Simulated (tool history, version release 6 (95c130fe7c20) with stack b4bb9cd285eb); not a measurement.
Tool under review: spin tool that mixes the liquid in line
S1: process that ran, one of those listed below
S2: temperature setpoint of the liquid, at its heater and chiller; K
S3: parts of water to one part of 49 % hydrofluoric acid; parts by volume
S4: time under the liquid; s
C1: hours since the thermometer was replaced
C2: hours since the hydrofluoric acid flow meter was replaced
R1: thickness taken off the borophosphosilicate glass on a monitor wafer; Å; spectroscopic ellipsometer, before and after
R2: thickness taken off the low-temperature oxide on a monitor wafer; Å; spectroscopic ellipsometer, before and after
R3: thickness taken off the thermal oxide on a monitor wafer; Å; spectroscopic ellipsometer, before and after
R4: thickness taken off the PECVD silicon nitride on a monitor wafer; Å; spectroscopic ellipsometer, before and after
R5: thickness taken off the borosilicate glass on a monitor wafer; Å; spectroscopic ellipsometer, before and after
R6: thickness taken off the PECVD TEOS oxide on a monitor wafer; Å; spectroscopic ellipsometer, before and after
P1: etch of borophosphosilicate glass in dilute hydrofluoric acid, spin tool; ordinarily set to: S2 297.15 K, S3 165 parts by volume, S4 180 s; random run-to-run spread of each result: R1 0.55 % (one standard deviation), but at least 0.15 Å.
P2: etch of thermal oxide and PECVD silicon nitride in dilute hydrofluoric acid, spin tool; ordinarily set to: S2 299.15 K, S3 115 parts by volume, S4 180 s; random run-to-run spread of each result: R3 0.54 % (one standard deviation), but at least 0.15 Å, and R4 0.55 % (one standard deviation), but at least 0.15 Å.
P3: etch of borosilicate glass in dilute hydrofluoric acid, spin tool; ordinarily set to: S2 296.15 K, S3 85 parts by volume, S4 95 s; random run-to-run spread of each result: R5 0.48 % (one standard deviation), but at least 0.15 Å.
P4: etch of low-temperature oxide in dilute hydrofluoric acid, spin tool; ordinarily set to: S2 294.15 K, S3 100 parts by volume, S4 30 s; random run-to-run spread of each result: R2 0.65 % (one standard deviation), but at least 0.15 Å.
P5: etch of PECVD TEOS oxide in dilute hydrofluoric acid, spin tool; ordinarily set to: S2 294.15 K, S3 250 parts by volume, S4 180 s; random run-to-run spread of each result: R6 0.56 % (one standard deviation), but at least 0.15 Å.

run   hour  S1      S2   S3   S4     C1     C2       R1      R2       R3      R4       R5       R6
  1    3.4  P1  297.15  165  180  506.6  346.4   434.85
  2    5.9  P4  298.15  100   30  509.1  348.9           53.424
  3    8.2  P4  294.15  100   30  511.4  351.2           45.336
  4   11.8  P2  299.15  115   90  515.0  354.8                    39.381  27.807
  5   15.8  P1  297.15  165  180  519.0  358.8   434.69
  6   19.8  P4  294.15  155   30  523.0  362.8           27.478
  7   23.0  P3  296.15  140   95  526.2  366.0                                    248.230
  8   25.2  P1  297.15  165  180  528.4  368.2   436.37
  9   29.0  P4  294.15  100   55  532.2  372.0           82.908
      30.0  -- hydrofluoric acid flow meter replaced
 10   33.1  P4  294.15  100   30  536.3    3.2           45.379
 11   35.5  P1  297.15  290  295  538.7    5.6   358.85
 12   39.6  P3  296.15   85   95  542.8    9.7                                    435.020
 13   42.8  P2  299.15  205  180  546.0   12.9                    39.298  30.939
 14   45.6  P1  297.15   70  180  548.8   15.7  1153.50
 15   48.6  P1  297.15  165  180  551.8   18.7   437.10
 16   51.6  P3  296.15   85   15  554.8   21.7                                     68.833
 17   53.5  P2  299.15  115  180  556.7   23.6                    78.266  55.340
 18   55.4  P5  294.15   50  180  558.6   25.5                                             521.410
 19   58.0  P1  297.15  165   50  561.2   28.1   121.03
 20   60.1  P1  297.15  280  180  563.3   30.2   228.01
 21   63.2  P2  306.65  115  180  566.4   33.3                   102.820  88.653
 22   65.3  P1  297.15  165  305  568.5   35.4   739.49
 23   68.0  P5  294.15  250  280  571.2   38.1                                             131.530
 24   71.1  P1  304.65  165  180  574.3   41.2   577.35
 25   74.9  P1  297.15  165  180  578.1   45.0   437.10
 26   79.0  P1  291.65  165  320  582.2   49.1   624.27
 27   81.0  P5  290.15  250  180  584.2   51.1                                              72.540
 28   83.8  P3  296.15   85   95  587.0   53.9                                    435.820
 29   87.7  P5  294.15  250  180  590.9   57.8                                              83.988
 30   90.7  P1  293.15  165  180  593.9   60.8   371.43
 31   92.9  P3  304.15   85   95  596.1   63.0                                    597.170
 32   96.8  P1  297.15  165  180  600.0   66.9   441.85
 33  101.1  P1  297.15  165  180  604.3   71.2   420.51
 34  105.2  P1  297.15  165  180  608.4   75.3   413.56
 35  108.3  P1  297.15  165  180  611.5   78.4   410.63
 36  111.8  P1  297.15  165  180  615.0   81.9   406.69

Predict the results of run 37:
 37  114.4  P1  297.15  165  180  617.6  84.5   ?

{"run 37": {"R1": 409.93}}

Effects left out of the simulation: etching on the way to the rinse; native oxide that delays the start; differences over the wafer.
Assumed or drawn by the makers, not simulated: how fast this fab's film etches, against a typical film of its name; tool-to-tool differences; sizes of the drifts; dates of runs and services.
